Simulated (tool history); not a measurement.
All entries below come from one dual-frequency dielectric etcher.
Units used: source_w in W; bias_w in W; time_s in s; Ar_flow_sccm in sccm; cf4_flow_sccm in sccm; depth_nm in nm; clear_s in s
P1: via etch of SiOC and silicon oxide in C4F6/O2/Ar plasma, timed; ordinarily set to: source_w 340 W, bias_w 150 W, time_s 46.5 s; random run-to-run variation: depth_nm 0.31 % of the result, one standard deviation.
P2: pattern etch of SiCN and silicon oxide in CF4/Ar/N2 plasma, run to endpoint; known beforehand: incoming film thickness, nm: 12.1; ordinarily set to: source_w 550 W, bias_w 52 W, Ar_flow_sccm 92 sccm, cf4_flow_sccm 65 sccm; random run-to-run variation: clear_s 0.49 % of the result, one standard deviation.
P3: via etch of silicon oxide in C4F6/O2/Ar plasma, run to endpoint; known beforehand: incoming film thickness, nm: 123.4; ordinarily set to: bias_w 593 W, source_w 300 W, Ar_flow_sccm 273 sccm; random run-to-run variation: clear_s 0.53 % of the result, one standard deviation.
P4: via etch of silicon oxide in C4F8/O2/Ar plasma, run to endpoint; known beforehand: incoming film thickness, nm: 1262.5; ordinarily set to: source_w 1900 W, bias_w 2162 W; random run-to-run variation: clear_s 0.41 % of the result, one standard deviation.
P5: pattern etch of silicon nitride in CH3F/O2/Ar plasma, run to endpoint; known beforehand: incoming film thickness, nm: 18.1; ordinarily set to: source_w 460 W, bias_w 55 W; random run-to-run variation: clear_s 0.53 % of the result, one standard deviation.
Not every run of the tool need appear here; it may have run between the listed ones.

| run | hour | process | source_w | bias_w | time_s | Ar_flow_sccm | cf4_flow_sccm | hours since the last wet clean | hours since the last source power generator calibration | hours since the last bias power generator calibration | depth_nm | clear_s |
|---|---|---|---|---|---|---|---|---|---|---|---|---|
| 1 | 5.6 | P1 | 340 | 150 | 46.5 |  |  | 52.5 | 1809.2 | 1159.1 | 47.135 |  |
| 2 | 12.9 | P1 | 280 | 150 | 46.5 |  |  | 59.8 | 1816.5 | 1166.4 | 43.796 |  |
| 3 | 20.4 | P3 | 300 | 726 |  | 273 |  | 67.3 | 1824 | 1173.9 |  | 24.562 |
| 4 | 26.2 | P4 | 1900 | 2162 |  |  |  | 73.1 | 1829.8 | 1179.7 |  | 255.02 |
| 5 | 32 | P1 | 340 | 150 | 32.5 |  |  | 78.9 | 1835.6 | 1185.5 | 32.907 |  |
| 6 | 39.4 | P2 | 550 | 52 |  | 92 | 65 | 86.3 | 1843 | 1192.9 |  | 12.968 |
| 7 | 46.1 | P3 | 300 | 593 |  | 373 |  | 93 | 1849.7 | 1199.6 |  | 27.612 |
| 8 | 53.6 | P5 | 460 | 55 |  |  |  | 100.5 | 1857.2 | 1207.1 |  | 27.835 |
| 9 | 60.6 | P5 | 460 | 55 |  |  |  | 107.5 | 1864.2 | 1214.1 |  | 27.627 |
| 10 | 69.9 | P1 | 340 | 150 | 46.5 |  |  | 116.8 | 1873.5 | 1223.4 | 47.003 |  |
| 11 | 76.3 | P2 | 550 | 52 |  | 92 | 47 | 123.2 | 1879.9 | 1229.8 |  | 13.829 |
| 12 | 85 | P1 | 340 | 122 | 36 |  |  | 131.9 | 1888.6 | 1238.5 | 34.296 |  |
| 13 | 95.1 | P3 | 300 | 593 |  | 273 |  | 142 | 1898.7 | 1248.6 |  | 26.844 |
| 14 | 102.2 | P3 | 300 | 593 |  | 273 |  | 149.1 | 1905.8 | 1255.7 |  | 26.708 |
| 15 | 111.3 | P1 | 340 | 150 | 46.5 |  |  | 158.2 | 1914.9 | 1264.8 | 47 |  |
| 16 | 116.8 | P1 | 340 | 150 | 46.5 |  |  | 163.7 | 1920.4 | 1270.3 | 46.946 |  |
| 17 | 124.5 | P1 | 340 | 178 | 46.5 |  |  | 171.4 | 1928.1 | 1278 | 49.887 |  |
| 18 | 135.1 | P1 | 440 | 150 | 46.5 |  |  | 182 | 1938.7 | 1288.6 | 52.091 |  |
| 19 | 142.9 | P2 | 550 | 34 |  | 92 | 65 | 189.8 | 1946.5 | 1296.4 |  | 14.676 |
| 20 | 148.4 | P1 | 340 | 150 | 65 |  |  | 195.3 | 1952 | 1301.9 | 65.705 |  |
| 21 | 154.7 | P3 | 180 | 593 |  | 273 |  | 201.6 | 1958.3 | 1308.2 |  | 32.439 |
| 22 | 161.1 | P4 | 1900 | 1300 |  |  |  | 208 | 1964.7 | 1314.6 |  | 290.39 |
| 23 | 169.3 | P1 | 340 | 106 | 46.5 |  |  | 216.2 | 1972.9 | 1322.8 | 42.4 |  |
| 24 | 175.6 | P1 | 340 | 150 | 46.5 |  |  | 222.5 | 1979.2 | 1329.1 | 47.312 |  |
| 25 | 186.8 | P5 | 590 | 55 |  |  |  | 233.7 | 1990.4 | 1340.3 |  | 25.279 |
| 26 | 193.2 | P2 | 440 | 52 |  | 92 | 65 | 240.1 | 1996.8 | 1346.7 |  | 15.951 |
| 27 | 204.5 | P2 | 550 | 52 |  | 70 | 65 | 251.4 | 2008.1 | 1358 |  | 12.538 |
| 28 | 212.4 | P1 | 340 | 200 | 62.5 |  |  | 259.3 | 2016 | 1365.9 | 69.542 |  |
| 29 | 223.7 | P4 | 2440 | 2162 |  |  |  | 270.6 | 2027.3 | 1377.2 |  | 231.09 |
| 30 | 233.7 | P1 | 340 | 96 | 36 |  |  | 280.6 | 2037.3 | 1387.2 | 32.074 |  |
| 31 | 240 | P5 | 460 | 78 |  |  |  | 286.9 | 2043.6 | 1393.5 |  | 24.842 |
| 32 | 247.4 | P1 | 340 | 150 | 46.5 |  |  | 294.3 | 2051 | 1400.9 | 46.957 |  |
| 33 | 258.4 | P1 | 340 | 150 | 46.5 |  |  | 305.3 | 2062 | 1411.9 | 47.269 |  |
| 34 | 269.7 | P1 | 340 | 150 | 46.5 |  |  | 316.6 | 2073.3 | 1423.2 | 47.581 |  |
| 35 | 278.2 | P1 | 340 | 150 | 46.5 |  |  | 325.1 | 2081.8 | 1431.7 | 47.759 |  |
| 36 | 287.9 | P1 | 340 | 150 | 46.5 |  |  | 334.8 | 2091.5 | 1441.4 | 47.968 |  |
| 37 | 298.4 | P1 | 340 | 150 | 46.5 |  |  | 345.3 | 2102 | 1451.9 | 47.695 |  |
|  | 304.3 | wet clean of the chamber |
| 38 | 307 | P1 | 340 | 150 | 46.5 |  |  | 2.8 | 2110.6 | 1460.5 | 47.835 |  |
| 39 | 313.7 | P1 | 340 | 150 | 46.5 |  |  | 9.5 | 2117.3 | 1467.2 | 48.092 |  |
| 40 | 321.3 | P1 | 340 | 150 | 46.5 |  |  | 17.1 | 2124.9 | 1474.8 | 47.988 |  |
| 41 | 326.5 | P1 | 340 | 150 | 46.5 |  |  | 22.3 | 2130.1 | 1480 | 47.588 |  |
| 42 | 332.6 | P1 | 340 | 150 | 46.5 |  |  | 28.4 | 2136.2 | 1486.1 | 47.854 |  |

P1 no longer gives what it gave before; its output has crept away from where it was. The following 2 causes, each at its listed size, fit the log equally well:
A: source power that arrives over what is set, % = 4.01
B: bias power that arrives over what is set, % = 4.99
At approximately hour 258.4, the process output began to creep.
Ruled out, with reasons:
chamber walls in a state that raises the etch rate, %: serviced after onset, at hour 304.3, with no recovery of the prior output

Of the 4 check runs below, each run on 3 wafers with the results averaged and each result still a question mark, which one would tell the listed causes apart?
| check 1 | 338.7 | P4 | 2360 | 1307 |  |  |  |  |  |  |  | ? |
| check 2 | 338.7 | P3 | 210 | 593 |  | 273 |  |  |  |  |  | ? |
| check 3 | 338.7 | P2 | 550 | 44 |  | 92 | 65 |  |  |  |  | ? |
| check 4 | 338.7 | P5 | 460 | 69 |  |  |  |  |  |  |  | ? |

What every check run would give for each of its results, assuming each possible cause in turn:
| check | result | if A | if B |
|---|---|---|---|
| check 1 | clear_s | 264.18 | 265.16 |
| check 2 | clear_s | 30.017 | 29.868 |
| check 3 | clear_s | 13.193 | 13.473 |
| check 4 | clear_s | 25.408 | 25.372 |
Distance between the nearest two causes, measured in the result of the check that separates them most: check 1 0.37 %; check 2 0.5 %; check 3 2.09 %; check 4 0.14 %
The causes can be told apart only by check 3. The other checks would give nearly the same results under each of them.

Then check 3 was run and gave: clear_s 13.152 s. Which cause is it?

A is the cause: source power that arrives over what is set, %.
